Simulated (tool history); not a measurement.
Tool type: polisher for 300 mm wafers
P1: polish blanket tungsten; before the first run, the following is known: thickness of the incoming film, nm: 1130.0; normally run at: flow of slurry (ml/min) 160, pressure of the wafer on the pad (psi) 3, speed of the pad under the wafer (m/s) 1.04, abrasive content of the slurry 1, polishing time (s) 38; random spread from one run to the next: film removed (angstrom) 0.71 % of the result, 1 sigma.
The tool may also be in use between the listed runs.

run    day  flow of slurry (ml/min)  pressure of the wafer on the pad (psi)  speed of the pad under the wafer (m/s)  abrasive content of the slurry  polishing time (s)  wafers polished on this pad  hours since the slurry nozzle was cleaned  hours since the head pressure was calibrated  hours since the slurry blender was calibrated  hours since the slurry got fresh peroxide  film removed (angstrom)
  1  0.179                      160                                       3                                    1.04                               1                  38                          462                                       80.2                                         417.5                                           69.1                                       60.2                   1342.7
  2  0.371                      160                                       3                                    1.04                               1                  23                          521                                       84.8                                         422.1                                           73.7                                       64.8                   801.15
  3  0.546                      160                                       3                                    1.04                               1                  53                          576                                         89                                         426.3                                           77.9                                         69                   1878.5
  4  0.696                       95                                       3                                    1.04                               1                  38                          623                                       92.6                                         429.9                                           81.5                                       72.6                     1210
  5  0.833                      160                                     4.3                                    1.04                               1                  38                          666                                       95.9                                         433.2                                           84.8                                       75.9                   1921.8
  6  1.038                      160                                     1.8                                    1.04                               1                  38                          729                                      100.8                                         438.1                                           89.7                                       80.8                   799.28
  7  1.154                      225                                       3                                    1.04                               1                  38                          766                                      103.6                                         440.9                                           92.5                                       83.6                   1411.7
  8  1.362                      220                                     2.2                                    1.04                               1                  38                          831                                      108.6                                         445.9                                           97.5                                       88.6                   1027.1
  9  1.567                      160                                       3                                    1.04                               1                  38                          894                                      113.5                                         450.8                                          102.4                                       93.5                   1347.4
 10  1.738                      160                                       3                                    1.04                               1                  38                          948                                      117.6                                         454.9                                          106.5                                       97.6                   1341.3
 11  1.854                      160                                       3                                    0.68                               1                  38                          984                                      120.4                                         457.7                                          109.3                                      100.4                   878.69
 12  1.971                      160                                       3                                    1.04                               1                  38                         1020                                      123.2                                         460.5                                          112.1                                      103.2                   1334.9
 13  2.096                      160                                       3                                    1.04                             0.6                  38                         1059                                      126.2                                         463.5                                          115.1                                      106.2                   1190.1
 14    2.2                      160                                       3                                    1.04                            1.35                  38                         1092                                      128.7                                           466                                          117.6                                      108.7                   1435.9
 15  2.388                      160                                       3                                    1.04                               1                  38                         1150                                      133.2                                         470.5                                          122.1                                      113.2                     1338
 16  2.592                      160                                       3                                    1.04                               1                  38                         1214                                      138.1                                         475.4                                            127                                      118.1                   1351.5
     2.638  -- head pressure recalibrated
 17  2.729                      160                                       3                                    1.04                               1                  38                         1257                                      141.4                                           2.2                                          130.3                                      121.4                   1341.2
 18   2.85                      160                                       3                                    1.54                               1                  38                         1295                                      144.3                                           5.1                                          133.2                                      124.3                   2000.1
 19  3.021                      160                                       3                                    1.04                               1                  38                         1348                                      148.4                                           9.2                                          137.3                                      128.4                   1351.8
 20  3.162                      160                                       3                                    1.04                               1                  38                         1392                                      151.8                                          12.6                                          140.7                                      131.8                   1314.2
 21  3.321                      160                                       3                                    1.04                               1                  38                         1441                                      155.6                                          16.4                                          144.5                                      135.6                     1289
 22  3.546                      160                                       3                                    1.04                               1                  38                         1512                                        161                                          21.8                                          149.9                                        141                   1267.7
 23  3.658                      160                                       3                                    1.04                               1                  38                         1547                                      163.7                                          24.5                                          152.6                                      143.7                   1252.1
     3.729  -- worn pad replaced by a new one
 24  3.767                      160                                       3                                    1.04                               1                  38                           12                                      166.3                                          27.1                                          155.2                                      146.3                   1268.4
 25  3.933                      160                                       3                                    1.04                               1                  38                           64                                      170.3                                          31.1                                          159.2                                      150.3                   1246.2
     4.125  -- head pressure recalibrated
 26  4.138                      160                                       3                                    1.04                               1                  38                          128                                      175.2                                           0.4                                          164.1                                      155.2                   1242.7
 27    4.3                      160                                       3                                    1.04                               1                  38                          179                                      179.1                                           4.3                                            168                                      159.1                   1236.2
     4.329  -- slurry tank refilled with fresh slurry and peroxide
 28  4.492                      160                                       3                                    1.04                               1                  38                          238                                      183.7                                           8.9                                          172.6                                          4                   1232.7
 29  4.621                      160                                       3                                    1.04                               1                  38                          279                                      186.8                                            12                                          175.7                                        7.1                     1220
 30  4.825                      160                                       3                                    1.04                               1                  38                          342                                      191.7                                          16.9                                          180.6                                         12                     1231

The log shows P1 creeping away from where it was. Any of the 2 causes listed here, at the size stated for it, fits the log just as well as the others:
A: abrasive missing from the slurry, % = 32
B: slurry flow missing at the pad, % = 35.9
The gradual shift began around day 3.021.
Each remaining cause and why it is not a fit:
removal rate lost through wear of the pad, %: maintenance at day 3.729, after the shift began, did not return the process to its former output
head's pressure below its setpoint, %: maintenance at day 4.125, after the shift began, did not return the process to its former output
peroxide lost from the slurry, %: maintenance at day 4.329, after the shift began, did not return the process to its former output

4 check runs are offered, one wafer each, their results left as question marks. Which one tells the causes apart?
check 1  5.029                      160                                       3                                    1.04                             0.6                  38                                                                                                                                                                                                                                        ?
check 2  5.029                       95                                       3                                    1.38                               1                  38                                                                                                                                                                                                                                        ?
check 3  5.029                      160                                       3                                    1.52                            1.35                  38                                                                                                                                                                                                                                        ?
check 4  5.029                      160                                     2.2                                    1.04                               1                  28                                                                                                                                                                                                                                        ?

If the cause were each of the candidates in turn, the checks would give the following:
  check                   result    if A    if B
check 1  film removed (angstrom)  1097.6  1092.4
check 2  film removed (angstrom)  1462.5  1388.5
check 3  film removed (angstrom)    1925  1930.1
check 4  film removed (angstrom)  664.04  664.03
Per-check spread between the two closest causes, in the result where they differ most: check 1 0.48 %; check 2 5.19 %; check 3 0.27 %; check 4 0 %
Only check 2 tells the causes apart: in the others they would give nearly the same result.

Check 2 has now been run. It gave: film removed (angstrom) 1479.6. Which of the candidate causes is it?

It is A: abrasive missing from the slurry, %.
